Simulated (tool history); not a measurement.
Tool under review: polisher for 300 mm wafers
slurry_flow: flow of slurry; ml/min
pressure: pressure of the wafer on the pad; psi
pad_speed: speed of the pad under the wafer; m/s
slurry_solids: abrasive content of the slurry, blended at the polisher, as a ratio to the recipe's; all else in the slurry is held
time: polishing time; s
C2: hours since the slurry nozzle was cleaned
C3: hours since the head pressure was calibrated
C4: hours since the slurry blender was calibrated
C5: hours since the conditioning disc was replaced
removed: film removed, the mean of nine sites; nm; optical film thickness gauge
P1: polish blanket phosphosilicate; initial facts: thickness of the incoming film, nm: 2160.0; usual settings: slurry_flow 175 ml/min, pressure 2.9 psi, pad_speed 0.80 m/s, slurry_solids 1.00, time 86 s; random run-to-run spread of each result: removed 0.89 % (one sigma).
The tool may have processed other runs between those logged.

{"run": 1, "hour": 5.9, "slurry_flow": 175, "pressure": 2.9, "pad_speed": 0.8, "slurry_solids": 1.0, "time": 86, "wafers polished on this pad": 280, "C2": 57.8, "C3": 266.1, "C4": 199.6, "C5": 122.2, "removed": 473.83}
{"run": 2, "hour": 13.5, "slurry_flow": 175, "pressure": 1.9, "pad_speed": 0.8, "slurry_solids": 1.0, "time": 86, "wafers polished on this pad": 358, "C2": 65.4, "C3": 273.7, "C4": 207.2, "C5": 129.8, "removed": 308.88}
{"run": 3, "hour": 26.2, "slurry_flow": 175, "pressure": 2.9, "pad_speed": 0.8, "slurry_solids": 1.0, "time": 122, "wafers polished on this pad": 489, "C2": 78.1, "C3": 286.4, "C4": 219.9, "C5": 142.5, "removed": 663.3}
{"run": 4, "hour": 33.4, "slurry_flow": 175, "pressure": 2.9, "pad_speed": 0.8, "slurry_solids": 1.0, "time": 49, "wafers polished on this pad": 563, "C2": 85.3, "C3": 293.6, "C4": 227.1, "C5": 149.7, "removed": 266.87}
{"run": 5, "hour": 40.2, "slurry_flow": 175, "pressure": 2.9, "pad_speed": 0.36, "slurry_solids": 1.0, "time": 86, "wafers polished on this pad": 633, "C2": 92.1, "C3": 300.4, "C4": 233.9, "C5": 156.5, "removed": 248.93}
{"run": 6, "hour": 47.4, "slurry_flow": 175, "pressure": 2.9, "pad_speed": 1.02, "slurry_solids": 1.0, "time": 111, "wafers polished on this pad": 707, "C2": 99.3, "C3": 307.6, "C4": 241.1, "C5": 163.7, "removed": 731.97}
{"run": 7, "hour": 53.0, "slurry_flow": 175, "pressure": 2.9, "pad_speed": 0.8, "slurry_solids": 0.55, "time": 86, "wafers polished on this pad": 765, "C2": 104.9, "C3": 313.2, "C4": 246.7, "C5": 169.3, "removed": 338.18}
{"run": 8, "hour": 64.0, "slurry_flow": 175, "pressure": 2.9, "pad_speed": 0.8, "slurry_solids": 1.0, "time": 86, "wafers polished on this pad": 878, "C2": 115.9, "C3": 324.2, "C4": 257.7, "C5": 180.3, "removed": 464.13}
{"run": 9, "hour": 75.5, "slurry_flow": 105, "pressure": 2.9, "pad_speed": 0.48, "slurry_solids": 1.0, "time": 86, "wafers polished on this pad": 996, "C2": 127.4, "C3": 335.7, "C4": 269.2, "C5": 191.8, "removed": 281.76}
{"run": 10, "hour": 86.4, "slurry_flow": 175, "pressure": 2.9, "pad_speed": 0.8, "slurry_solids": 1.35, "time": 86, "wafers polished on this pad": 1108, "C2": 138.3, "C3": 346.6, "C4": 280.1, "C5": 202.7, "removed": 540.46}
{"run": 11, "hour": 98.7, "slurry_flow": 175, "pressure": 2.9, "pad_speed": 0.8, "slurry_solids": 1.0, "time": 86, "wafers polished on this pad": 1235, "C2": 150.6, "C3": 358.9, "C4": 292.4, "C5": 215.0, "removed": 468.38}
{"run": 12, "hour": 109.6, "slurry_flow": 105, "pressure": 2.9, "pad_speed": 0.8, "slurry_solids": 1.0, "time": 86, "wafers polished on this pad": 1347, "C2": 161.5, "C3": 369.8, "C4": 303.3, "C5": 225.9, "removed": 426.97}
{"run": 13, "hour": 115.2, "slurry_flow": 175, "pressure": 2.9, "pad_speed": 1.16, "slurry_solids": 1.0, "time": 86, "wafers polished on this pad": 1404, "C2": 167.1, "C3": 375.4, "C4": 308.9, "C5": 231.5, "removed": 616.44}
{"run": 14, "hour": 124.5, "slurry_flow": 255, "pressure": 2.9, "pad_speed": 0.8, "slurry_solids": 1.0, "time": 86, "wafers polished on this pad": 1500, "C2": 176.4, "C3": 384.7, "C4": 318.2, "C5": 240.8, "removed": 484.18}
{"hour": 128.6, "done": "conditioning disc replaced and pad reconditioned"}
{"run": 15, "hour": 134.5, "slurry_flow": 175, "pressure": 4.0, "pad_speed": 0.8, "slurry_solids": 1.0, "time": 86, "wafers polished on this pad": 1603, "C2": 186.4, "C3": 394.7, "C4": 328.2, "C5": 5.9, "removed": 644.04}
{"run": 16, "hour": 142.0, "slurry_flow": 175, "pressure": 2.9, "pad_speed": 0.8, "slurry_solids": 1.0, "time": 86, "wafers polished on this pad": 1680, "C2": 193.9, "C3": 402.2, "C4": 335.7, "C5": 13.4, "removed": 476.79}
{"run": 17, "hour": 151.8, "slurry_flow": 175, "pressure": 2.9, "pad_speed": 0.8, "slurry_solids": 1.0, "time": 86, "wafers polished on this pad": 1781, "C2": 203.7, "C3": 412.0, "C4": 345.5, "C5": 23.2, "removed": 469.84}
{"run": 18, "hour": 164.3, "slurry_flow": 175, "pressure": 2.9, "pad_speed": 0.8, "slurry_solids": 1.0, "time": 86, "wafers polished on this pad": 1909, "C2": 216.2, "C3": 424.5, "C4": 358.0, "C5": 35.7, "removed": 469.45}
{"run": 19, "hour": 169.9, "slurry_flow": 175, "pressure": 2.9, "pad_speed": 0.8, "slurry_solids": 1.0, "time": 86, "wafers polished on this pad": 1967, "C2": 221.8, "C3": 430.1, "C4": 363.6, "C5": 41.3, "removed": 461.64}
{"run": 20, "hour": 181.9, "slurry_flow": 175, "pressure": 2.9, "pad_speed": 0.8, "slurry_solids": 1.0, "time": 86, "wafers polished on this pad": 2090, "C2": 233.8, "C3": 442.1, "C4": 375.6, "C5": 53.3, "removed": 468.62}
{"run": 21, "hour": 193.4, "slurry_flow": 175, "pressure": 2.9, "pad_speed": 0.8, "slurry_solids": 1.0, "time": 86, "wafers polished on this pad": 2208, "C2": 245.3, "C3": 453.6, "C4": 387.1, "C5": 64.8, "removed": 450.61}
{"run": 22, "hour": 206.1, "slurry_flow": 175, "pressure": 2.9, "pad_speed": 0.8, "slurry_solids": 1.0, "time": 86, "wafers polished on this pad": 2339, "C2": 258.0, "C3": 466.3, "C4": 399.8, "C5": 77.5, "removed": 440.68}
{"run": 23, "hour": 215.9, "slurry_flow": 175, "pressure": 2.9, "pad_speed": 0.8, "slurry_solids": 1.0, "time": 86, "wafers polished on this pad": 2440, "C2": 267.8, "C3": 476.1, "C4": 409.6, "C5": 87.3, "removed": 428.5}
{"run": 24, "hour": 227.6, "slurry_flow": 175, "pressure": 2.9, "pad_speed": 0.8, "slurry_solids": 1.0, "time": 86, "wafers polished on this pad": 2560, "C2": 279.5, "C3": 487.8, "C4": 421.3, "C5": 99.0, "removed": 433.56}
{"hour": 231.6, "done": "conditioning disc replaced and pad reconditioned"}
{"run": 25, "hour": 237.9, "slurry_flow": 175, "pressure": 2.9, "pad_speed": 0.8, "slurry_solids": 1.0, "time": 86, "wafers polished on this pad": 2666, "C2": 289.8, "C3": 498.1, "C4": 431.6, "C5": 6.3, "removed": 428.71}
{"hour": 244.5, "done": "worn pad replaced by a new one"}
{"run": 26, "hour": 249.0, "slurry_flow": 175, "pressure": 2.9, "pad_speed": 0.8, "slurry_solids": 1.0, "time": 86, "wafers polished on this pad": 46, "C2": 300.9, "C3": 509.2, "C4": 442.7, "C5": 17.4, "removed": 425.9}
{"hour": 257.4, "done": "slurry nozzle cleaned"}
{"run": 27, "hour": 259.1, "slurry_flow": 175, "pressure": 2.9, "pad_speed": 0.8, "slurry_solids": 1.0, "time": 86, "wafers polished on this pad": 150, "C2": 1.8, "C3": 519.3, "C4": 452.8, "C5": 27.5, "removed": 422.61}
{"run": 28, "hour": 264.7, "slurry_flow": 175, "pressure": 2.9, "pad_speed": 0.8, "slurry_solids": 1.0, "time": 86, "wafers polished on this pad": 208, "C2": 7.4, "C3": 524.9, "C4": 458.4, "C5": 33.1, "removed": 423.39}
{"run": 29, "hour": 272.8, "slurry_flow": 175, "pressure": 2.9, "pad_speed": 0.8, "slurry_solids": 1.0, "time": 86, "wafers polished on this pad": 291, "C2": 15.5, "C3": 533.0, "C4": 466.5, "C5": 41.2, "removed": 429.12}
{"run": 30, "hour": 282.8, "slurry_flow": 175, "pressure": 2.9, "pad_speed": 0.8, "slurry_solids": 1.0, "time": 86, "wafers polished on this pad": 394, "C2": 25.5, "C3": 543.0, "C4": 476.5, "C5": 51.2, "removed": 418.27}

The log shows P1 creeping away from where it was. Any of the 2 causes listed here, at the size stated for it, fits the log just as well as the others:
A: abrasive missing from the slurry, % = 18.5
B: head's pressure below its setpoint, % = 9.35
Onset of the creep was near hour 181.9.
Why every other cause is out:
removal rate lost through wear of the pad, %: its service at hour 244.5 followed the start of the drift and did not put the process back to its old value
slurry flow missing at the pad, %: its service at hour 257.4 followed the start of the drift and did not put the process back to its old value
time polished since the conditioner stopped cutting, s: its service at hour 231.6 followed the start of the drift and did not put the process back to its old value

The 4 check runs listed below each average the results of 5 wafers, and their outcomes are marked with question marks. Under which run would the listed causes produce clearly different results?
{"run": "check 1", "hour": 292.8, "slurry_flow": 175, "pressure": 1.9, "pad_speed": 0.5, "slurry_solids": 1.0, "time": 86, "removed": "?"}
{"run": "check 2", "hour": 292.8, "slurry_flow": 175, "pressure": 2.9, "pad_speed": 0.6, "slurry_solids": 1.0, "time": 86, "removed": "?"}
{"run": "check 3", "hour": 292.8, "slurry_flow": 175, "pressure": 2.3, "pad_speed": 0.8, "slurry_solids": 1.0, "time": 86, "removed": "?"}
{"run": "check 4", "hour": 292.8, "slurry_flow": 215, "pressure": 2.9, "pad_speed": 0.8, "slurry_solids": 0.55, "time": 86, "removed": "?"}

What every check run would give for each of its results, assuming each possible cause in turn:
check=check_1 result=removed if_A=190.56 if_B=190.57
check=check_2 result=removed if_A=336.53 if_B=336.54
check=check_3 result=removed if_A=335.98 if_B=335.99
check=check_4 result=removed if_A=308.16 if_B=317.54
Minimum pairwise separation of causes per check, each pair taken at its best-separating result: check 1 0 %; check 2 0 %; check 3 0 %; check 4 3 %
Check 4 is the one run that separates the causes; every other check would come out nearly the same whichever cause is at work.

Check 4 was then run and gave: removed 307.61 nm. Which cause is it?

Of the candidate causes, it is A: abrasive missing from the slurry, %.
